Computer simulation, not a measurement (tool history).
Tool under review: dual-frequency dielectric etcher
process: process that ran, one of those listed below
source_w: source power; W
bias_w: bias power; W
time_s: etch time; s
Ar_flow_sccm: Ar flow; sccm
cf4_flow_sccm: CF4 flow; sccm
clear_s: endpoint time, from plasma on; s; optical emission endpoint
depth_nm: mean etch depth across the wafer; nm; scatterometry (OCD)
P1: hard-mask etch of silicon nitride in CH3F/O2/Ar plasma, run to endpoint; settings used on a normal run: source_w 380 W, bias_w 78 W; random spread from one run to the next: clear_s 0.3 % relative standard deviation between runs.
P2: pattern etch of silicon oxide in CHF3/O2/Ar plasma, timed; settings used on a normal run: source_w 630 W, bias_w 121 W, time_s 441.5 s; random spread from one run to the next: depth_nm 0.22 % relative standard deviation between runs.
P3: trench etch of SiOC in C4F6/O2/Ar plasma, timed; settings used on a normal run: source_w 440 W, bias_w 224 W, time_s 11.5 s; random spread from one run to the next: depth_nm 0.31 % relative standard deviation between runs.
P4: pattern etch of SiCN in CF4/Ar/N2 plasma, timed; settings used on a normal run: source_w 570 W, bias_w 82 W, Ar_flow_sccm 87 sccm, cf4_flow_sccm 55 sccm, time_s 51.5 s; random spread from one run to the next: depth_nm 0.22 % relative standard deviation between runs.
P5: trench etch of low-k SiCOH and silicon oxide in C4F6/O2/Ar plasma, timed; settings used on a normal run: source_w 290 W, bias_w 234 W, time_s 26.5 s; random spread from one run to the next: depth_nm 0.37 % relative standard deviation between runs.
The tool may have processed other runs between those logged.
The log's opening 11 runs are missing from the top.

| run | hour | process | source_w | bias_w | time_s | Ar_flow_sccm | cf4_flow_sccm | hours since the last wet clean | hours since the last source power generator calibration | hours since the last bias power generator calibration | clear_s | depth_nm |
|---|---|---|---|---|---|---|---|---|---|---|---|---|
| 12 | 95.6 | P4 | 570 | 82 | 72.5 | 87 | 55 | 274.9 | 772.7 | 2027.2 |  | 78.782 |
| 13 | 102.1 | P2 | 630 | 170 | 441.5 |  |  | 281.4 | 779.2 | 2033.7 |  | 871.14 |
| 14 | 111.2 | P4 | 570 | 112 | 51.5 | 87 | 55 | 290.5 | 788.3 | 2042.8 |  | 62.806 |
| 15 | 122.9 | P4 | 570 | 82 | 51.5 | 87 | 55 | 302.2 | 800 | 2054.5 |  | 56.132 |
| 16 | 130 | P1 | 380 | 78 |  |  |  | 309.3 | 807.1 | 2061.6 | 74.249 |  |
| 17 | 136.7 | P1 | 380 | 45 |  |  |  | 316 | 813.8 | 2068.3 | 89.31 |  |
| 18 | 146.9 | P4 | 790 | 82 | 51.5 | 87 | 55 | 326.2 | 824 | 2078.5 |  | 74.703 |
| 19 | 153.9 | P4 | 570 | 82 | 51.5 | 87 | 55 | 333.2 | 831 | 2085.5 |  | 56.241 |
| 20 | 163.4 | P5 | 290 | 234 | 26.5 |  |  | 342.7 | 840.5 | 2095 |  | 79.015 |
| 21 | 171.1 | P1 | 380 | 78 |  |  |  | 350.4 | 848.2 | 2102.7 | 74.47 |  |
| 22 | 179 | P1 | 490 | 78 |  |  |  | 358.3 | 856.1 | 2110.6 | 67.649 |  |
| 23 | 185.4 | P1 | 280 | 78 |  |  |  | 364.7 | 862.5 | 2117 | 83.782 |  |
| 24 | 195.1 | P5 | 290 | 234 | 34.5 |  |  | 374.4 | 872.2 | 2126.7 |  | 102.77 |
| 25 | 206.3 | P5 | 290 | 234 | 26.5 |  |  | 385.6 | 883.4 | 2137.9 |  | 78.654 |
|  | 209.1 | source power generator calibrated |
| 26 | 217.2 | P1 | 460 | 103 |  |  |  | 396.5 | 8.1 | 2148.8 | 62.863 |  |
| 27 | 228.1 | P1 | 380 | 78 |  |  |  | 407.4 | 19 | 2159.7 | 74.565 |  |
| 28 | 235 | P1 | 380 | 101 |  |  |  | 414.3 | 25.9 | 2166.6 | 68.088 |  |
| 29 | 241.8 | P4 | 570 | 82 | 51.5 | 62 | 55 | 421.1 | 32.7 | 2173.4 |  | 58.912 |
| 30 | 247.8 | P1 | 380 | 78 |  |  |  | 427.1 | 38.7 | 2179.4 | 74.775 |  |
| 31 | 255.1 | P1 | 380 | 78 |  |  |  | 434.4 | 46 | 2186.7 | 73.914 |  |
| 32 | 262.9 | P1 | 380 | 78 |  |  |  | 442.2 | 53.8 | 2194.5 | 73.717 |  |
| 33 | 272.1 | P1 | 380 | 78 |  |  |  | 451.4 | 63 | 2203.7 | 73.406 |  |
| 34 | 280.2 | P1 | 380 | 78 |  |  |  | 459.5 | 71.1 | 2211.8 | 73.429 |  |
| 35 | 285.8 | P1 | 380 | 78 |  |  |  | 465.1 | 76.7 | 2217.4 | 73.503 |  |
| 36 | 293.6 | P1 | 380 | 78 |  |  |  | 472.9 | 84.5 | 2225.2 | 73.418 |  |

Run 37 has not been measured yet. What should we expect?
|  | 296.3 | wet clean of the chamber |
| 37 | 302.6 | P1 | 380 | 78 |  |  |  | 6.4 | 93.5 | 2234.2 | ? |  |

clear_s: 73.131 s
